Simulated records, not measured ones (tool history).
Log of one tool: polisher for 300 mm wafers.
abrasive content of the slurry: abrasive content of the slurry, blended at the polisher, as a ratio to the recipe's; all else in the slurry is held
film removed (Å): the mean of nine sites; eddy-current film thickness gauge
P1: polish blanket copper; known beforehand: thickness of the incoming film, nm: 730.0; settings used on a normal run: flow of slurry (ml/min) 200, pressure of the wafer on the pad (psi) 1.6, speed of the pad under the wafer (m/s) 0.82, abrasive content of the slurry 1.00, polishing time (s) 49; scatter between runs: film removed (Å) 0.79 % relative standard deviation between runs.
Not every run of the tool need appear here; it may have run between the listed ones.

run,hour,flow of slurry (ml/min),pressure of the wafer on the pad (psi),speed of the pad under the wafer (m/s),abrasive content of the slurry,polishing time (s),wafers polished on this pad,hours since the slurry nozzle was cleaned,hours since the head pressure was calibrated,hours since the slurry blender was calibrated,film removed (Å)
1,9.2,200,1.6,0.82,1.00,49,734,263.7,220.4,168.3,786.82
2,17.6,200,1.6,1.24,1.00,49,867,272.1,228.8,176.7,1224.90
3,27.8,200,1.6,0.82,1.00,29,1028,282.3,239.0,186.9,467.86
4,33.3,200,2.6,0.82,1.00,49,1115,287.8,244.5,192.4,1310.10
5,39.4,200,1.6,0.82,1.00,49,1211,293.9,250.6,198.5,803.76
6,45.6,200,1.6,0.82,1.00,49,1309,300.1,256.8,204.7,799.07
7,51.1,200,1.6,0.36,1.00,49,1396,305.6,262.3,210.2,348.15
8,56.1,200,1.6,0.82,1.50,49,1475,310.6,267.3,215.2,879.81
9,62.9,120,1.6,0.82,0.55,49,1582,317.4,274.1,222.0,656.00
10,73.9,275,1.6,0.82,1.00,49,1756,328.4,285.1,233.0,826.77
11,84.4,200,1.6,0.82,1.00,49,1922,338.9,295.6,243.5,803.50
12,94.1,200,1.6,0.58,1.35,49,2075,348.6,305.3,253.2,592.36
13,103.5,120,1.6,0.82,1.00,49,2224,358.0,314.7,262.6,737.08
14,114.6,200,1.6,0.82,0.70,49,2399,369.1,325.8,273.7,737.89
15,120.4,200,1.6,0.82,1.00,49,2491,374.9,331.6,279.5,798.28
# hour 123.6: worn pad replaced by a new one
16,129.5,200,0.7,0.82,1.00,49,93,384.0,340.7,288.6,354.10
17,140.4,200,1.6,0.82,1.00,49,266,394.9,351.6,299.5,801.55
18,150.7,200,1.6,0.82,1.00,68,428,405.2,361.9,309.8,1110.40
19,160.7,200,1.6,0.82,1.00,49,586,415.2,371.9,319.8,795.14
20,170.4,200,1.6,0.82,1.00,49,740,424.9,381.6,329.5,808.33
21,179.6,200,1.6,0.82,1.00,49,885,434.1,390.8,338.7,778.23
22,189.5,200,1.6,0.82,1.00,49,1041,444.0,400.7,348.6,765.36
23,199.0,200,1.6,0.82,1.00,49,1191,453.5,410.2,358.1,759.47
24,205.3,200,1.6,0.82,1.00,49,1291,459.8,416.5,364.4,764.29
# hour 206.5: slurry blender recalibrated
25,213.0,200,1.6,0.82,1.00,49,1413,467.5,424.2,6.6,748.64
# hour 216.8: worn pad replaced by a new one
26,222.3,200,1.6,0.82,1.00,49,87,476.8,433.5,15.9,751.06
27,228.7,200,1.6,0.82,1.00,49,188,483.2,439.9,22.3,752.00
28,235.8,200,1.6,0.82,1.00,49,300,490.3,447.0,29.4,753.92

The output of P1 has drifted from where it used to be. Each of the 2 causes below, taken at the size shown beside it, accounts for the log equally well:
A: head's pressure below its setpoint, % = 5.56
B: slurry flow missing at the pad, % = 30.5
The creep began at about hour 170.4.
Why every other cause is out:
removal rate lost through wear of the pad, %: serviced at hour 216.8, after the drift had started, without restoring the earlier output
abrasive missing from the slurry, %: serviced at hour 206.5, after the drift had started, without restoring the earlier output

Which of the 4 check runs listed below, each an average over 3 wafers with its results shown as question marks, gives clearly different results under the different listed causes?
check 1,242.9,200,0.9,0.82,1.45,49,,,,,?
check 2,242.9,120,2.5,0.82,1.00,49,,,,,?
check 3,242.9,200,0.9,0.82,1.35,49,,,,,?
check 4,242.9,200,2.6,0.82,1.00,68,,,,,?

Expected result of each check under each candidate cause:
check,result,if A,if B
check 1,film removed (Å),460.95,460.97
check 2,film removed (Å),1082.80,1047.10
check 3,film removed (Å),453.67,453.69
check 4,film removed (Å),1703.60,1703.70
How far apart the two closest causes lie, in the result that separates them most: check 1 0 %; check 2 3.36 %; check 3 0 %; check 4 0 %
Of the check runs offered, only check 2 discriminates between the causes; the rest would read about the same regardless of which cause applies.

Check 2 was carried out, with these results: film removed (Å) 1085.80. Which of the listed causes is responsible?

The cause is A: head's pressure below its setpoint, %.
